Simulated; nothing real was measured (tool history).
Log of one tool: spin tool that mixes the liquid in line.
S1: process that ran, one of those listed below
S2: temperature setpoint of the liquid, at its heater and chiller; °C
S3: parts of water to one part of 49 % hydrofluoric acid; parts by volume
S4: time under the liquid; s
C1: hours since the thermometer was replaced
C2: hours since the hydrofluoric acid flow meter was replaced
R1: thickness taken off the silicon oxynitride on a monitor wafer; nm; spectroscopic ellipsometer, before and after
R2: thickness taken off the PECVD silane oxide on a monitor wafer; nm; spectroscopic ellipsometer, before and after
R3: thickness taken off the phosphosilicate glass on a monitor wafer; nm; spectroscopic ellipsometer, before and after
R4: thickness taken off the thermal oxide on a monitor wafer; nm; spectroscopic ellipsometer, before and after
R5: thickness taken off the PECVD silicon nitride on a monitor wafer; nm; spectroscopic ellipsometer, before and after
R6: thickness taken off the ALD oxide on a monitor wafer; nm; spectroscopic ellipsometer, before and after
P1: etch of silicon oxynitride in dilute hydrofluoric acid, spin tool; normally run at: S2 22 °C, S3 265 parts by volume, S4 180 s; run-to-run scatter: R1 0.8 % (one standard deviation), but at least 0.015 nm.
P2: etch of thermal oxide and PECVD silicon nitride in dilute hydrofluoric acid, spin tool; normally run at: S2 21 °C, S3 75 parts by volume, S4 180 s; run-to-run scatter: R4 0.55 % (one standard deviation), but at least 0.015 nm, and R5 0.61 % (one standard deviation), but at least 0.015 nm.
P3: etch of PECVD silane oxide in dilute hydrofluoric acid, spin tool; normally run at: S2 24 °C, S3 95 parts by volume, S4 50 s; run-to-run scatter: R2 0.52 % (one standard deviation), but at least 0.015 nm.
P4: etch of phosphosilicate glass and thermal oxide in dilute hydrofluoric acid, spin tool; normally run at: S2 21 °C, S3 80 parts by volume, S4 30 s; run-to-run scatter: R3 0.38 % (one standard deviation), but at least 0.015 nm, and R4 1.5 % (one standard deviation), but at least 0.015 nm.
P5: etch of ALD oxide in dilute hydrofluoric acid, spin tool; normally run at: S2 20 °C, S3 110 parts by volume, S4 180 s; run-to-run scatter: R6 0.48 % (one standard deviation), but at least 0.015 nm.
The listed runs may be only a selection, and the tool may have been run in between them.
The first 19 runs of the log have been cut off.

Run 20, hour 172.6: S1 P1, S2 17 °C, S3 265 parts by volume, S4 180 s; C1 741.3; C2 287.8. Result: R1 2.0621 nm.
Run 21, hour 183.6: S1 P1, S2 22 °C, S3 265 parts by volume, S4 180 s; C1 752.3; C2 298.8. Result: R1 2.565 nm.
Run 22, hour 191.5: S1 P1, S2 22 °C, S3 265 parts by volume, S4 180 s; C1 760.2; C2 306.7. Result: R1 2.5336 nm.
Run 23, hour 202.8: S1 P2, S2 21 °C, S3 75 parts by volume, S4 75 s; C1 771.5; C2 318. Result: R4 4.3958 nm, R5 1.3962 nm.
Run 24, hour 212.1: S1 P5, S2 20 °C, S3 110 parts by volume, S4 350 s; C1 780.8; C2 327.3. Result: R6 26.216 nm.
Run 25, hour 222.9: S1 P3, S2 20.5 °C, S3 95 parts by volume, S4 50 s; C1 791.6; C2 338.1. Result: R2 22.735 nm.
Run 26, hour 230.6: S1 P2, S2 21 °C, S3 75 parts by volume, S4 180 s; C1 799.3; C2 345.8. Result: R4 10.458 nm, R5 3.3818 nm.
Run 27, hour 237: S1 P1, S2 22 °C, S3 95 parts by volume, S4 180 s; C1 805.7; C2 352.2. Result: R1 7.9508 nm.
Run 28, hour 243.3: S1 P2, S2 17 °C, S3 75 parts by volume, S4 180 s; C1 812; C2 358.5. Result: R4 8.756 nm, R5 2.5899 nm.
Run 29, hour 255.5: S1 P1, S2 22 °C, S3 265 parts by volume, S4 20 s; C1 824.2; C2 370.7. Result: R1 0.3157 nm.
Run 30, hour 262.4: S1 P1, S2 17 °C, S3 265 parts by volume, S4 15 s; C1 831.1; C2 377.6. Result: R1 0.16751 nm.
Run 31, hour 269.7: S1 P5, S2 20 °C, S3 110 parts by volume, S4 180 s; C1 838.4; C2 384.9. Result: R6 13.621 nm.
Run 32, hour 275.3: S1 P1, S2 30.5 °C, S3 265 parts by volume, S4 180 s; C1 844; C2 390.5. Result: R1 3.6782 nm.
Run 33, hour 283.5: S1 P1, S2 22 °C, S3 265 parts by volume, S4 180 s; C1 852.2; C2 398.7. Result: R1 2.5567 nm.
Run 34, hour 291.3: S1 P1, S2 22 °C, S3 265 parts by volume, S4 180 s; C1 860; C2 406.5. Result: R1 2.529 nm.
Run 35, hour 298.1: S1 P1, S2 22 °C, S3 265 parts by volume, S4 180 s; C1 866.8; C2 413.3. Result: R1 2.4283 nm.

Estimate the outcome of run 36 from the log above:
Run 36, hour 308.7: S1 P1, S2 22 °C, S3 265 parts by volume, S4 180 s; C1 877.4; C2 423.9. Result: R1 ?.

{"run 36": {"R1": 2.3666}}
